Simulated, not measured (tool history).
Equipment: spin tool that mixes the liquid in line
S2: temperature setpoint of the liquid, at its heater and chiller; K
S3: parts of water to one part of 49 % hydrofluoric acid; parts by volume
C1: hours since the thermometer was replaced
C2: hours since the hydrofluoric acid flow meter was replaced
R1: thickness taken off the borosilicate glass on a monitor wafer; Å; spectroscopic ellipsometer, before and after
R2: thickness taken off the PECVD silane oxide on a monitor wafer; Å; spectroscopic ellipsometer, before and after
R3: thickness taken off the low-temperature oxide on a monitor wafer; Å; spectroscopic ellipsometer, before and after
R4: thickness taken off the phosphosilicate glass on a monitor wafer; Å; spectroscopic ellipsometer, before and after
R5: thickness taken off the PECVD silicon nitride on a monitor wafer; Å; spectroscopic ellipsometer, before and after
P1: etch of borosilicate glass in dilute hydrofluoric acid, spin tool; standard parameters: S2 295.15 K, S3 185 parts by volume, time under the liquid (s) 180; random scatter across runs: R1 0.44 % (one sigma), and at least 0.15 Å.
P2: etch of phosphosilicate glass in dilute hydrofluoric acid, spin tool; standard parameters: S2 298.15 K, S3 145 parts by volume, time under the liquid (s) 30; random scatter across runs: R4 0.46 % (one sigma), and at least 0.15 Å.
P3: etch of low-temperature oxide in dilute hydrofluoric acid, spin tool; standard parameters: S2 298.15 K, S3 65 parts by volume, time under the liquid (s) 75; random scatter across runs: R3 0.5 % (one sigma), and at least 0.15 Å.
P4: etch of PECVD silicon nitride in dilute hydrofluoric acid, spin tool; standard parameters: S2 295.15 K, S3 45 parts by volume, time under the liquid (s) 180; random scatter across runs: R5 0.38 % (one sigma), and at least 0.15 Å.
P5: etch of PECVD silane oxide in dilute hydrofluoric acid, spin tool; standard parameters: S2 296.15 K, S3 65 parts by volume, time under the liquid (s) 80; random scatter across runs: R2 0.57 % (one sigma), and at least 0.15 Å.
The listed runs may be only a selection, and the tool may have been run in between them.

run 1 hour=10.6 | process_that_ran=P1 S2=295.15 S3=185 time_under_the_liquid_(s)=180 | C1=997.1 C2=543.4 | R1=421.55
run 2 hour=18.3 | process_that_ran=P5 S2=296.15 S3=65 time_under_the_liquid_(s)=145 | C1=1004.8 C2=551.1 | R2=359.67
run 3 hour=27.7 | process_that_ran=P1 S2=295.15 S3=185 time_under_the_liquid_(s)=180 | C1=1014.2 C2=560.5 | R1=420.01
run 4 hour=42.5 | process_that_ran=P3 S2=298.15 S3=65 time_under_the_liquid_(s)=75 | C1=1029.0 C2=575.3 | R3=320.10
run 5 hour=49.0 | process_that_ran=P1 S2=290.15 S3=185 time_under_the_liquid_(s)=180 | C1=1035.5 C2=581.8 | R1=346.80
run 6 hour=56.2 | process_that_ran=P1 S2=295.15 S3=50 time_under_the_liquid_(s)=180 | C1=1042.7 C2=589.0 | R1=1827.40
run 7 hour=64.4 | process_that_ran=P1 S2=290.65 S3=185 time_under_the_liquid_(s)=265 | C1=1050.9 C2=597.2 | R1=519.82
run 8 hour=75.6 | process_that_ran=P2 S2=298.15 S3=60 time_under_the_liquid_(s)=30 | C1=1062.1 C2=608.4 | R4=477.650
run 9 hour=86.1 | process_that_ran=P3 S2=298.15 S3=65 time_under_the_liquid_(s)=35 | C1=1072.6 C2=618.9 | R3=150.14
run 10 hour=94.3 | process_that_ran=P5 S2=296.15 S3=65 time_under_the_liquid_(s)=80 | C1=1080.8 C2=627.1 | R2=199.07
run 11 hour=107.5 | process_that_ran=P4 S2=295.15 S3=20 time_under_the_liquid_(s)=180 | C1=1094.0 C2=640.3 | R5=165.890
run 12 hour=115.0 | process_that_ran=P1 S2=290.65 S3=185 time_under_the_liquid_(s)=305 | C1=1101.5 C2=647.8 | R1=602.36
run 13 hour=123.4 | process_that_ran=P4 S2=302.65 S3=45 time_under_the_liquid_(s)=180 | C1=1109.9 C2=656.2 | R5=125.940
run 14 hour=137.0 | process_that_ran=P3 S2=298.15 S3=35 time_under_the_liquid_(s)=75 | C1=1123.5 C2=669.8 | R3=617.35
run 15 hour=149.2 | process_that_ran=P1 S2=299.15 S3=185 time_under_the_liquid_(s)=180 | C1=1135.7 C2=682.0 | R1=490.77
run 16 hour=155.9 | process_that_ran=P3 S2=306.15 S3=65 time_under_the_liquid_(s)=75 | C1=1142.4 C2=688.7 | R3=440.13
run 17 hour=165.3 | process_that_ran=P1 S2=295.15 S3=185 time_under_the_liquid_(s)=180 | C1=1151.8 C2=698.1 | R1=423.89
run 18 hour=172.9 | process_that_ran=P5 S2=296.15 S3=85 time_under_the_liquid_(s)=80 | C1=1159.4 C2=705.7 | R2=149.22
run 19 hour=183.5 | process_that_ran=P1 S2=295.15 S3=185 time_under_the_liquid_(s)=95 | C1=1170.0 C2=716.3 | R1=224.33
run 20 hour=191.5 | process_that_ran=P1 S2=300.65 S3=250 time_under_the_liquid_(s)=180 | C1=1178.0 C2=724.3 | R1=355.54
run 21 hour=203.9 | process_that_ran=P2 S2=292.15 S3=145 time_under_the_liquid_(s)=30 | C1=1190.4 C2=736.7 | R4=140.180
run 22 hour=218.5 | process_that_ran=P1 S2=295.15 S3=185 time_under_the_liquid_(s)=180 | C1=1205.0 C2=751.3 | R1=422.04
run 23 hour=227.9 | process_that_ran=P5 S2=296.15 S3=65 time_under_the_liquid_(s)=80 | C1=1214.4 C2=760.7 | R2=200.78
run 24 hour=239.8 | process_that_ran=P5 S2=302.15 S3=65 time_under_the_liquid_(s)=80 | C1=1226.3 C2=772.6 | R2=252.07
run 25 hour=253.4 | process_that_ran=P2 S2=298.15 S3=145 time_under_the_liquid_(s)=15 | C1=1239.9 C2=786.2 | R4=88.676
run 26 hour=263.2 | process_that_ran=P1 S2=295.15 S3=285 time_under_the_liquid_(s)=180 | C1=1249.7 C2=796.0 | R1=248.54
run 27 hour=271.8 | process_that_ran=P4 S2=295.15 S3=45 time_under_the_liquid_(s)=340 | C1=1258.3 C2=804.6 | R5=142.750
run 28 hour=279.9 | process_that_ran=P1 S2=295.15 S3=185 time_under_the_liquid_(s)=180 | C1=1266.4 C2=812.7 | R1=421.72
run 29 hour=293.9 | process_that_ran=P2 S2=298.15 S3=145 time_under_the_liquid_(s)=30 | C1=1280.4 C2=826.7 | R4=177.090
run 30 hour=307.1 | process_that_ran=P2 S2=298.15 S3=145 time_under_the_liquid_(s)=30 | C1=1293.6 C2=839.9 | R4=177.760
run 31 hour=316.1 | process_that_ran=P1 S2=295.15 S3=185 time_under_the_liquid_(s)=305 | C1=1302.6 C2=848.9 | R1=707.14
run 32 hour=326.4 | process_that_ran=P1 S2=295.15 S3=185 time_under_the_liquid_(s)=180 | C1=1312.9 C2=859.2 | R1=422.10
run 33 hour=340.2 | process_that_ran=P4 S2=295.15 S3=45 time_under_the_liquid_(s)=180 | C1=1326.7 C2=873.0 | R5=75.439
run 34 hour=354.9 | process_that_ran=P4 S2=295.15 S3=45 time_under_the_liquid_(s)=180 | C1=1341.4 C2=887.7 | R5=76.208
run 35 hour=367.1 | process_that_ran=P1 S2=295.15 S3=185 time_under_the_liquid_(s)=180 | C1=1353.6 C2=899.9 | R1=421.87
run 36 hour=375.0 | process_that_ran=P1 S2=295.15 S3=185 time_under_the_liquid_(s)=180 | C1=1361.5 C2=907.8 | R1=413.66
run 37 hour=385.5 | process_that_ran=P1 S2=295.15 S3=185 time_under_the_liquid_(s)=180 | C1=1372.0 C2=918.3 | R1=405.72
run 38 hour=399.9 | process_that_ran=P1 S2=295.15 S3=185 time_under_the_liquid_(s)=180 | C1=1386.4 C2=932.7 | R1=397.42
run 39 hour=409.8 | process_that_ran=P1 S2=295.15 S3=185 time_under_the_liquid_(s)=180 | C1=1396.3 C2=942.6 | R1=394.66
run 40 hour=419.5 | process_that_ran=P1 S2=295.15 S3=185 time_under_the_liquid_(s)=180 | C1=1406.0 C2=952.3 | R1=392.77
run 41 hour=433.5 | process_that_ran=P1 S2=295.15 S3=185 time_under_the_liquid_(s)=180 | C1=1420.0 C2=966.3 | R1=389.43
run 42 hour=440.1 | process_that_ran=P1 S2=295.15 S3=185 time_under_the_liquid_(s)=180 | C1=1426.6 C2=972.9 | R1=389.29
run 43 hour=452.3 | process_that_ran=P1 S2=295.15 S3=185 time_under_the_liquid_(s)=180 | C1=1438.8 C2=985.1 | R1=386.99
run 44 hour=463.6 | process_that_ran=P1 S2=295.15 S3=185 time_under_the_liquid_(s)=180 | C1=1450.1 C2=996.4 | R1=387.28
run 45 hour=477.0 | process_that_ran=P1 S2=295.15 S3=185 time_under_the_liquid_(s)=180 | C1=1463.5 C2=1009.8 | R1=391.35

Something has made what P1 gives creep away from where it was; the 2 causes below, each at its own stated size, fit the log equally well:
A: liquid colder than its thermometer reads (K) = 2.21
B: hydrofluoric acid flow below the setpoint (%) = 6.86
The process output started creeping at around hour 367.1.

Consider the 4 single-wafer check runs listed below, results given as question marks: which one distinguishes between the causes by giving clearly different results for each?
run check 1 hour=490.4 | process_that_ran=P5 S2=296.15 S3=85 time_under_the_liquid_(s)=135 | R2=?
run check 2 hour=490.4 | process_that_ran=P4 S2=295.15 S3=20 time_under_the_liquid_(s)=325 | R5=?
run check 3 hour=490.4 | process_that_ran=P2 S2=292.15 S3=145 time_under_the_liquid_(s)=30 | R4=?
run check 4 hour=490.4 | process_that_ran=P3 S2=305.65 S3=40 time_under_the_liquid_(s)=75 | R3=?

Expected result of each check under each candidate cause:
check=check_1 result=R2 if_A=229.37 if_B=232.02
check=check_2 result=R5 if_A=256.070 if_B=279.420
check=check_3 result=R4 if_A=128.240 if_B=129.280
check=check_4 result=R3 if_A=667.91 if_B=675.02
Smallest distance between any two causes, each pair judged by its most separating result, in per cent: check 1 1.15 %; check 2 8.73 %; check 3 0.81 %; check 4 1.06 %
Only check 2 tells the causes apart: in the others they would give nearly the same result.

Here is what check 2 returned: R5 278.790 Å. Which cause is it?

B is the cause: hydrofluoric acid flow below the setpoint (%).
